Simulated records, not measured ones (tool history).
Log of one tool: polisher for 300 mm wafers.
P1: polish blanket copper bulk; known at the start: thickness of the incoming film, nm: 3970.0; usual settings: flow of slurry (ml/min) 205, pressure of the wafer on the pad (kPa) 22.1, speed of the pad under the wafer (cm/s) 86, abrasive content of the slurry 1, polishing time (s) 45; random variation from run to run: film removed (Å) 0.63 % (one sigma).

run,day,flow of slurry (ml/min),pressure of the wafer on the pad (kPa),speed of the pad under the wafer (cm/s),abrasive content of the slurry,polishing time (s),wafers polished on this pad,hours since the slurry nozzle was cleaned,hours since the head pressure was calibrated,hours since the slurry blender was calibrated,film removed (Å)
1,0.371,205,22.1,86,1,45,701,377.7,371.4,203.1,4379.7
2,0.921,205,22.1,86,1,45,839,390.9,384.6,216.3,4403.3
# day 1.017: head pressure recalibrated
3,1.362,205,22.1,86,0.6,45,950,401.5,8.3,226.9,3939.1
# day 1.675: slurry nozzle cleaned
4,1.742,205,22.1,86,1.5,45,1045,1.6,17.4,236,4735.6
5,2.062,205,22.1,86,1,45,1126,9.3,25.1,243.7,4395.4
6,2.433,205,31.7,86,1,45,1219,18.2,34,252.6,6368.8
7,2.846,205,10.3,86,1,45,1323,28.1,43.9,262.5,2065.8
8,3.496,205,22.1,86,1,70,1486,43.7,59.5,278.1,6792.5
9,3.904,270,22.1,60,1,45,1589,53.5,69.3,287.9,3157.8
10,4.542,205,22.1,86,1,45,1749,68.8,84.6,303.2,4380.9
11,4.9,275,22.1,86,1,45,1839,77.4,93.2,311.8,4517.8
12,5.329,205,14.5,86,1,29,1947,87.7,103.5,322.1,1865.1
13,5.854,205,22.1,86,1,45,2079,100.3,116.1,334.7,4428.5
14,6.462,205,22.1,62,1,45,2232,114.9,130.7,349.3,3173.9
15,6.829,205,22.1,136,1,45,2324,123.7,139.5,358.1,6911.3
16,7.442,125,22.1,86,1,45,2478,138.4,154.2,372.8,4054.3
17,7.938,205,22.1,86,1,23,2603,150.3,166.1,384.7,2255.1
18,8.6,205,22.1,86,1,45,2770,166.2,182,400.6,4350.9
19,8.938,205,22.1,86,1,45,2855,174.3,190.1,408.7,4298.2
20,9.5,205,22.1,86,1,45,2996,187.8,203.6,422.2,4222.4
21,9.954,205,22.1,86,1,45,3110,198.7,214.5,433.1,4213
22,10.308,205,22.1,86,1,45,3199,207.2,223,441.6,4190.4
23,10.817,205,22.1,86,1,45,3327,219.4,235.2,453.8,4137.7
# day 11.308: slurry blender recalibrated
# day 11.338: head pressure recalibrated
24,11.404,205,22.1,86,1,45,3475,233.5,1.6,2.4,4145.7
25,11.729,205,22.1,86,1,45,3556,241.3,9.4,10.2,4112.5
26,12.129,205,22.1,86,1,45,3657,250.9,19,19.8,4139.8
27,12.683,205,22.1,86,1,45,3796,264.2,32.3,33.1,4057.4
28,13.317,205,22.1,86,1,45,3956,279.4,47.5,48.3,4132.9

What P1 gives has crept away from where it was. These 2 causes fit the log equally well, each at the size given:
A: removal rate lost through wear of the pad, % = 6.54
B: slurry flow missing at the pad, % = 34.5
The creep began at about day 8.6.
Why every other cause is out:
head's pressure below its setpoint, %: serviced at day 11.338, which brought nothing back
abrasive missing from the slurry, %: serviced at day 11.308, which brought nothing back

4 check runs are offered, each on 3 wafers whose results are averaged, their results left as question marks. Which one tells the causes apart?
check 1,13.95,205,22.1,86,0.75,45,,,,,?
check 2,13.95,205,22.1,122,1,29,,,,,?
check 3,13.95,205,22.1,86,1.45,45,,,,,?
check 4,13.95,135,22.1,124,1,45,,,,,?

What each check would give under each cause:
check,result,if A,if B
check 1,film removed (Å),3870.6,3870.9
check 2,film removed (Å),3759.6,3759.8
check 3,film removed (Å),4460.9,4461.2
check 4,film removed (Å),5547.8,5377.5
How far apart the two closest causes lie, in the result that separates them most: check 1 0.01 %; check 2 0.01 %; check 3 0.01 %; check 4 3.12 %
Only check 4 tells the causes apart: in the others they would give nearly the same result.

Check 4 was then run and gave: film removed (Å) 5529. Which cause is it?

It is A: removal rate lost through wear of the pad, %.
